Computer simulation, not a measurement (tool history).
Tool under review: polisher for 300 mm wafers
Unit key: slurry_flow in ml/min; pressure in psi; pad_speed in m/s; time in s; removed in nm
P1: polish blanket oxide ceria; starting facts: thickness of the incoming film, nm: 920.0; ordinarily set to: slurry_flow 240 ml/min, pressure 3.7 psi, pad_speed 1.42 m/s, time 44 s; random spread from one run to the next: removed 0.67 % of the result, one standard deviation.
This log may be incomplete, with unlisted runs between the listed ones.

run,hour,slurry_flow,pressure,pad_speed,time,wafers polished on this pad,hours since the slurry nozzle was cleaned,hours since the head pressure was calibrated,removed
1,12.8,240,3.7,1.42,44,739,385.1,548.1,337.19
2,22.2,240,5,1.42,44,896,394.5,557.5,456.44
3,33.6,240,2.2,1.42,44,1087,405.9,568.9,200.6
4,42.7,240,2.2,1,44,1239,415,578,141.7
5,58.9,350,3.7,1.42,44,1509,431.2,594.2,349.02
6,73.7,240,3.7,1.42,44,1757,446,609,338.08
7,82,240,3.7,0.64,44,1896,454.3,617.3,150.62
8,92.3,240,3.7,1.42,61,2068,464.6,627.6,467.06
9,101.4,240,3.7,1.42,44,2220,473.7,636.7,337.02
10,114.8,240,3.7,1.42,44,2444,487.1,650.1,337.48
11,124.3,240,5.5,1.42,24,2602,496.6,659.6,271.75
12,138,240,3.7,1.42,44,2831,510.3,673.3,334.74
13,155.1,240,3.7,2.14,44,3117,527.4,690.4,503.69
14,172,150,3.7,1.42,44,3400,544.3,707.3,314.19
15,181.5,240,3.7,1.42,30,3558,553.8,716.8,227.42
16,194.8,240,3.7,1.42,44,3781,567.1,730.1,343.08
17,203,240,3.7,1.42,44,3918,575.3,738.3,335.36
18,219.3,240,3.7,1.42,44,4190,591.6,754.6,330.45
19,234.9,240,3.7,1.42,44,4451,607.2,770.2,324.39
20,245.2,240,3.7,1.42,44,4623,617.5,780.5,325.64
21,259.7,240,3.7,1.42,44,4865,632,795,317.12
# hour 272.4: worn pad replaced by a new one
22,276.8,240,3.7,1.42,44,74,649.1,812.1,317.18
23,292.6,240,3.7,1.42,44,338,664.9,827.9,316.35
24,304.1,240,3.7,1.42,44,530,676.4,839.4,314.92
25,321.9,240,3.7,1.42,44,828,694.2,857.2,317.07

Something has made what P1 gives creep away from where it was; the 2 causes below, each at its own stated size, fit the log equally well:
A: slurry flow missing at the pad, % = 34.7
B: head's pressure below its setpoint, % = 5.65
The process output started creeping at around hour 194.8.
The rest of the possible causes, and what rules out each one:
removal rate lost through wear of the pad, %: serviced at hour 272.4, after the drift had started, without restoring the earlier output

Consider the 4 check runs below, whose results appear as question marks and each of which averages 5 wafers. Which one distinguishes the causes, in that each cause would give it a clearly different result?
check 1,339.7,240,4.6,1.42,44,,,,?
check 2,339.7,165,3.7,1.96,44,,,,?
check 3,339.7,240,2.4,1.42,60,,,,?
check 4,339.7,240,3.7,2.02,44,,,,?

What every check run would give for each of its results, assuming each possible cause in turn:
check,result,if A,if B
check 1,removed,395.43,395.39
check 2,removed,407.76,417.67
check 3,removed,281.33,281.31
check 4,removed,452.46,452.41
Smallest distance between any two causes, each pair judged by its most separating result, in per cent: check 1 0.01 %; check 2 2.4 %; check 3 0.01 %; check 4 0.01 %
The other checks would show nearly matching results whichever cause is true, so check 2 is the only one that separates the causes.

Check 2 has now been run. It gave: removed 415.53 nm. Which of the candidate causes is it?

Of the candidate causes, it is B: head's pressure below its setpoint, %.
